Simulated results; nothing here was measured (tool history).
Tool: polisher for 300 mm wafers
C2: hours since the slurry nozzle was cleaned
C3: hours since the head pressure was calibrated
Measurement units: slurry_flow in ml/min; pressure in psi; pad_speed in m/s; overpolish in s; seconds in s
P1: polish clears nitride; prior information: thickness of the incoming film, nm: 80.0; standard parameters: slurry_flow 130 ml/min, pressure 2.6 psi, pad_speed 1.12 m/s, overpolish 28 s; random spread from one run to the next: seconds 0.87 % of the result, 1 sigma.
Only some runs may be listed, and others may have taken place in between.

Run 1, hour 7.9: slurry_flow 130 ml/min, pressure 2.6 psi, pad_speed 1.12 m/s, overpolish 28 s; wafers polished on this pad 1095; C2 302.4; C3 344.3. Result: seconds 101.530 s.
Run 2, hour 23.2: slurry_flow 130 ml/min, pressure 1.8 psi, pad_speed 1.12 m/s, overpolish 28 s; wafers polished on this pad 1253; C2 317.7; C3 359.6. Result: seconds 146.350 s.
Run 3, hour 31.3: slurry_flow 130 ml/min, pressure 2.6 psi, pad_speed 1.12 m/s, overpolish 28 s; wafers polished on this pad 1337; C2 325.8; C3 367.7. Result: seconds 100.670 s.
Run 4, hour 44.1: slurry_flow 130 ml/min, pressure 2.6 psi, pad_speed 1.66 m/s, overpolish 28 s; wafers polished on this pad 1470; C2 338.6; C3 380.5. Result: seconds 68.278 s.
Run 5, hour 55.2: slurry_flow 130 ml/min, pressure 2.6 psi, pad_speed 0.52 m/s, overpolish 28 s; wafers polished on this pad 1585; C2 349.7; C3 391.6. Result: seconds 219.730 s.
Run 6, hour 66.5: slurry_flow 130 ml/min, pressure 3.9 psi, pad_speed 1.12 m/s, overpolish 28 s; wafers polished on this pad 1702; C2 361.0; C3 402.9. Result: seconds 67.528 s.
Run 7, hour 83.7: slurry_flow 130 ml/min, pressure 2.6 psi, pad_speed 1.12 m/s, overpolish 28 s; wafers polished on this pad 1881; C2 378.2; C3 420.1. Result: seconds 100.670 s.
Run 8, hour 95.1: slurry_flow 205 ml/min, pressure 2.6 psi, pad_speed 1.12 m/s, overpolish 28 s; wafers polished on this pad 1999; C2 389.6; C3 431.5. Result: seconds 92.534 s.
Run 9, hour 103.3: slurry_flow 130 ml/min, pressure 2.6 psi, pad_speed 1.12 m/s, overpolish 28 s; wafers polished on this pad 2084; C2 397.8; C3 439.7. Result: seconds 101.730 s.
At hour 115.1: slurry nozzle cleaned.
Run 10, hour 120.3: slurry_flow 130 ml/min, pressure 2.6 psi, pad_speed 1.12 m/s, overpolish 28 s; wafers polished on this pad 2260; C2 5.3; C3 456.7. Result: seconds 100.930 s.
Run 11, hour 131.3: slurry_flow 130 ml/min, pressure 2.6 psi, pad_speed 1.12 m/s, overpolish 28 s; wafers polished on this pad 2374; C2 16.3; C3 467.7. Result: seconds 102.340 s.
Run 12, hour 140.9: slurry_flow 130 ml/min, pressure 2.6 psi, pad_speed 0.70 m/s, overpolish 15 s; wafers polished on this pad 2474; C2 25.9; C3 477.3. Result: seconds 163.630 s.
Run 13, hour 156.9: slurry_flow 130 ml/min, pressure 4.0 psi, pad_speed 0.66 m/s, overpolish 28 s; wafers polished on this pad 2639; C2 41.9; C3 493.3. Result: seconds 113.020 s.
Run 14, hour 169.0: slurry_flow 130 ml/min, pressure 2.6 psi, pad_speed 1.12 m/s, overpolish 55 s; wafers polished on this pad 2765; C2 54.0; C3 505.4. Result: seconds 101.130 s.
Run 15, hour 186.2: slurry_flow 80 ml/min, pressure 2.6 psi, pad_speed 1.12 m/s, overpolish 28 s; wafers polished on this pad 2943; C2 71.2; C3 522.6. Result: seconds 114.790 s.
Run 16, hour 203.4: slurry_flow 130 ml/min, pressure 2.6 psi, pad_speed 1.12 m/s, overpolish 8 s; wafers polished on this pad 3121; C2 88.4; C3 539.8. Result: seconds 100.450 s.
Run 17, hour 212.6: slurry_flow 130 ml/min, pressure 2.6 psi, pad_speed 1.12 m/s, overpolish 28 s; wafers polished on this pad 3217; C2 97.6; C3 549.0. Result: seconds 101.780 s.
Run 18, hour 220.2: slurry_flow 130 ml/min, pressure 2.6 psi, pad_speed 1.12 m/s, overpolish 28 s; wafers polished on this pad 3296; C2 105.2; C3 556.6. Result: seconds 101.930 s.
Run 19, hour 233.3: slurry_flow 130 ml/min, pressure 2.6 psi, pad_speed 1.12 m/s, overpolish 28 s; wafers polished on this pad 3431; C2 118.3; C3 569.7. Result: seconds 107.350 s.
Run 20, hour 250.8: slurry_flow 130 ml/min, pressure 2.6 psi, pad_speed 1.12 m/s, overpolish 28 s; wafers polished on this pad 3613; C2 135.8; C3 587.2. Result: seconds 108.530 s.
Run 21, hour 262.5: slurry_flow 130 ml/min, pressure 2.6 psi, pad_speed 1.12 m/s, overpolish 28 s; wafers polished on this pad 3734; C2 147.5; C3 598.9. Result: seconds 109.800 s.
Run 22, hour 275.5: slurry_flow 130 ml/min, pressure 2.6 psi, pad_speed 1.12 m/s, overpolish 28 s; wafers polished on this pad 3869; C2 160.5; C3 611.9. Result: seconds 109.390 s.
Run 23, hour 289.5: slurry_flow 130 ml/min, pressure 2.6 psi, pad_speed 1.12 m/s, overpolish 28 s; wafers polished on this pad 4014; C2 174.5; C3 625.9. Result: seconds 111.800 s.
At hour 300.7: head pressure recalibrated.
Run 24, hour 306.2: slurry_flow 130 ml/min, pressure 2.6 psi, pad_speed 1.12 m/s, overpolish 28 s; wafers polished on this pad 4187; C2 191.2; C3 5.5. Result: seconds 110.930 s.
Run 25, hour 315.4: slurry_flow 130 ml/min, pressure 2.6 psi, pad_speed 1.12 m/s, overpolish 28 s; wafers polished on this pad 4282; C2 200.4; C3 14.7. Result: seconds 110.930 s.
Run 26, hour 326.3: slurry_flow 130 ml/min, pressure 2.6 psi, pad_speed 1.12 m/s, overpolish 28 s; wafers polished on this pad 4395; C2 211.3; C3 25.6. Result: seconds 112.510 s.
Run 27, hour 334.0: slurry_flow 130 ml/min, pressure 2.6 psi, pad_speed 1.12 m/s, overpolish 28 s; wafers polished on this pad 4475; C2 219.0; C3 33.3. Result: seconds 112.130 s.

What P1 gives has crept off from where it sat before. The 2 causes that follow fit the log equally well, each at the size noted:
A: slurry flow missing at the pad, % = 33.6
B: removal rate lost through wear of the pad, % = 9.22
At approximately hour 212.6, the process output began to creep.
All other causes, with the reason each is excluded:
head's pressure below its setpoint, %: serviced at hour 300.7, after the change had begun; the process did not return to its earlier output

4 check runs are offered, each on 3 wafers whose results are averaged, their results left as question marks. Which one tells the causes apart?
Run check 1, hour 341.7: slurry_flow 130 ml/min, pressure 2.6 psi, pad_speed 1.48 m/s, overpolish 55 s. Result: seconds ?.
Run check 2, hour 341.7: slurry_flow 85 ml/min, pressure 3.9 psi, pad_speed 1.12 m/s, overpolish 28 s. Result: seconds ?.
Run check 3, hour 341.7: slurry_flow 130 ml/min, pressure 2.6 psi, pad_speed 0.54 m/s, overpolish 48 s. Result: seconds ?.
Run check 4, hour 341.7: slurry_flow 130 ml/min, pressure 2.6 psi, pad_speed 0.54 m/s, overpolish 38 s. Result: seconds ?.

If the cause were each of the candidates in turn, the checks would give the following:
  check   result     if A     if B
check 1  seconds   84.516   84.510
check 2  seconds   85.969   82.375
check 3  seconds  231.640  231.620
check 4  seconds  231.640  231.620
Minimum pairwise separation of causes per check, each pair taken at its best-separating result: check 1 0.01 %; check 2 4.27 %; check 3 0.01 %; check 4 0.01 %
The causes can be told apart only by check 2. The other checks would give nearly the same results under each of them.

Check 2 has now been run. It gave: seconds 82.638 s. Which of the candidate causes is it?

B is the cause: removal rate lost through wear of the pad, %.
